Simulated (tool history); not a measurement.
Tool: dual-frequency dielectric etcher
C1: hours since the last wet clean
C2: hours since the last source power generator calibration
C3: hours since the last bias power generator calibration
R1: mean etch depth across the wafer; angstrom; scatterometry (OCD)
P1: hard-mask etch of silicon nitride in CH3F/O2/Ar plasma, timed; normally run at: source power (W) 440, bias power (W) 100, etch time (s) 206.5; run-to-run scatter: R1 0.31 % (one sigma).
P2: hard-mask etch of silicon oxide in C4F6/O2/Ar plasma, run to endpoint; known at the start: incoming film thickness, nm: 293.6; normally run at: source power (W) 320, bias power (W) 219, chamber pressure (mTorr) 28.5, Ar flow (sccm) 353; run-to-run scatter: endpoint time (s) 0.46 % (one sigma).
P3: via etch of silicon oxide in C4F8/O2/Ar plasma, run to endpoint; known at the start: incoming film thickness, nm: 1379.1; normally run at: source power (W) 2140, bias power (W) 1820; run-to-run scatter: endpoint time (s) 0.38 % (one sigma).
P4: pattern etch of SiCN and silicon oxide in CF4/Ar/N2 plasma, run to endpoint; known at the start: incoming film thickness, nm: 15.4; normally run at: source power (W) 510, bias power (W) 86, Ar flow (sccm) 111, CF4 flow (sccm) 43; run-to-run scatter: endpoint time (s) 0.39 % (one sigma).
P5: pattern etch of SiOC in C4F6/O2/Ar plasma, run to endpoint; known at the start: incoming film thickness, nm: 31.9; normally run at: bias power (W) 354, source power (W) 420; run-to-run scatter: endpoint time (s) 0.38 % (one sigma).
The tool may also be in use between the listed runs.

run 1 hour=11.3 | process_that_ran=P1 source_power_(W)=440 bias_power_(W)=100 etch_time_(s)=206.5 | C1=385.8 C2=525.5 C3=2286.6 | R1=1700.2
run 2 hour=23.9 | process_that_ran=P2 source_power_(W)=320 bias_power_(W)=219 chamber_pressure_(mTorr)=28.5 Ar_flow_(sccm)=353 | C1=398.4 C2=538.1 C3=2299.2 | endpoint_time_(s)=98.755
run 3 hour=36.7 | process_that_ran=P3 source_power_(W)=2140 bias_power_(W)=1820 | C1=411.2 C2=550.9 C3=2312 | endpoint_time_(s)=271.76
run 4 hour=48.4 | process_that_ran=P4 source_power_(W)=510 bias_power_(W)=86 Ar_flow_(sccm)=111 CF4_flow_(sccm)=54 | C1=422.9 C2=562.6 C3=2323.7 | endpoint_time_(s)=15.767
run 5 hour=58.9 | process_that_ran=P1 source_power_(W)=540 bias_power_(W)=127 etch_time_(s)=206.5 | C1=433.4 C2=573.1 C3=2334.2 | R1=2027.4
run 6 hour=70.2 | process_that_ran=P1 source_power_(W)=340 bias_power_(W)=133 etch_time_(s)=206.5 | C1=444.7 C2=584.4 C3=2345.5 | R1=1718.7
run 7 hour=82.9 | process_that_ran=P5 source_power_(W)=420 bias_power_(W)=354 | C1=457.4 C2=597.1 C3=2358.2 | endpoint_time_(s)=11.982
run 8 hour=92.3 | process_that_ran=P2 source_power_(W)=320 bias_power_(W)=219 chamber_pressure_(mTorr)=28.5 Ar_flow_(sccm)=353 | C1=466.8 C2=606.5 C3=2367.6 | endpoint_time_(s)=98.16
run 9 hour=102.1 | process_that_ran=P1 source_power_(W)=440 bias_power_(W)=100 etch_time_(s)=274 | C1=476.6 C2=616.3 C3=2377.4 | R1=2273.6
run 10 hour=114.3 | process_that_ran=P3 source_power_(W)=1520 bias_power_(W)=1820 | C1=488.8 C2=628.5 C3=2389.6 | endpoint_time_(s)=312.46
run 11 hour=120.4 | process_that_ran=P2 source_power_(W)=320 bias_power_(W)=143 chamber_pressure_(mTorr)=28.5 Ar_flow_(sccm)=353 | C1=494.9 C2=634.6 C3=2395.7 | endpoint_time_(s)=113.41
run 12 hour=130.7 | process_that_ran=P1 source_power_(W)=350 bias_power_(W)=100 etch_time_(s)=206.5 | C1=505.2 C2=644.9 C3=2406 | R1=1569.6
run 13 hour=144.2 | process_that_ran=P4 source_power_(W)=510 bias_power_(W)=112 Ar_flow_(sccm)=111 CF4_flow_(sccm)=43 | C1=518.7 C2=658.4 C3=2419.5 | endpoint_time_(s)=14.733
run 14 hour=151.6 | process_that_ran=P2 source_power_(W)=320 bias_power_(W)=219 chamber_pressure_(mTorr)=28.5 Ar_flow_(sccm)=245 | C1=526.1 C2=665.8 C3=2426.9 | endpoint_time_(s)=94.71
run 15 hour=162.5 | process_that_ran=P1 source_power_(W)=440 bias_power_(W)=100 etch_time_(s)=206.5 | C1=537 C2=676.7 C3=2437.8 | R1=1719.1
-- hour=166.4 source power generator calibrated
run 16 hour=170.2 | process_that_ran=P2 source_power_(W)=320 bias_power_(W)=219 chamber_pressure_(mTorr)=34.5 Ar_flow_(sccm)=353 | C1=544.7 C2=3.9 C3=2445.5 | endpoint_time_(s)=101.21
run 17 hour=179.6 | process_that_ran=P4 source_power_(W)=370 bias_power_(W)=86 Ar_flow_(sccm)=111 CF4_flow_(sccm)=43 | C1=554.1 C2=13.3 C3=2454.9 | endpoint_time_(s)=21.704
-- hour=182.4 wet clean of the chamber
run 18 hour=188.3 | process_that_ran=P1 source_power_(W)=440 bias_power_(W)=79 etch_time_(s)=206.5 | C1=6 C2=22 C3=2463.6 | R1=1571.2
run 19 hour=199.5 | process_that_ran=P2 source_power_(W)=400 bias_power_(W)=219 chamber_pressure_(mTorr)=28.5 Ar_flow_(sccm)=353 | C1=17.2 C2=33.2 C3=2474.8 | endpoint_time_(s)=90.903
run 20 hour=213.3 | process_that_ran=P4 source_power_(W)=510 bias_power_(W)=86 Ar_flow_(sccm)=90 CF4_flow_(sccm)=43 | C1=31 C2=47 C3=2488.6 | endpoint_time_(s)=15.766
run 21 hour=224.9 | process_that_ran=P5 source_power_(W)=420 bias_power_(W)=354 | C1=42.6 C2=58.6 C3=2500.2 | endpoint_time_(s)=12.019
run 22 hour=235.5 | process_that_ran=P1 source_power_(W)=440 bias_power_(W)=100 etch_time_(s)=206.5 | C1=53.2 C2=69.2 C3=2510.8 | R1=1699
run 23 hour=242.2 | process_that_ran=P5 source_power_(W)=560 bias_power_(W)=354 | C1=59.9 C2=75.9 C3=2517.5 | endpoint_time_(s)=10.758
run 24 hour=249.4 | process_that_ran=P1 source_power_(W)=320 bias_power_(W)=118 etch_time_(s)=206.5 | C1=67.1 C2=83.1 C3=2524.7 | R1=1627.8
run 25 hour=261.1 | process_that_ran=P3 source_power_(W)=2140 bias_power_(W)=1820 | C1=78.8 C2=94.8 C3=2536.4 | endpoint_time_(s)=272.11
run 26 hour=271.7 | process_that_ran=P1 source_power_(W)=440 bias_power_(W)=136 etch_time_(s)=206.5 | C1=89.4 C2=105.4 C3=2547 | R1=1918
run 27 hour=280.7 | process_that_ran=P3 source_power_(W)=2140 bias_power_(W)=2248 | C1=98.4 C2=114.4 C3=2556 | endpoint_time_(s)=257.37

The next listed run, before its measurement:
run 28 hour=292.8 | process_that_ran=P4 source_power_(W)=510 bias_power_(W)=86 Ar_flow_(sccm)=111 CF4_flow_(sccm)=43 | C1=110.5 C2=126.5 C3=2568.1 | endpoint_time_(s)=?

{"run 28": {"endpoint time (s)": 16.505}}
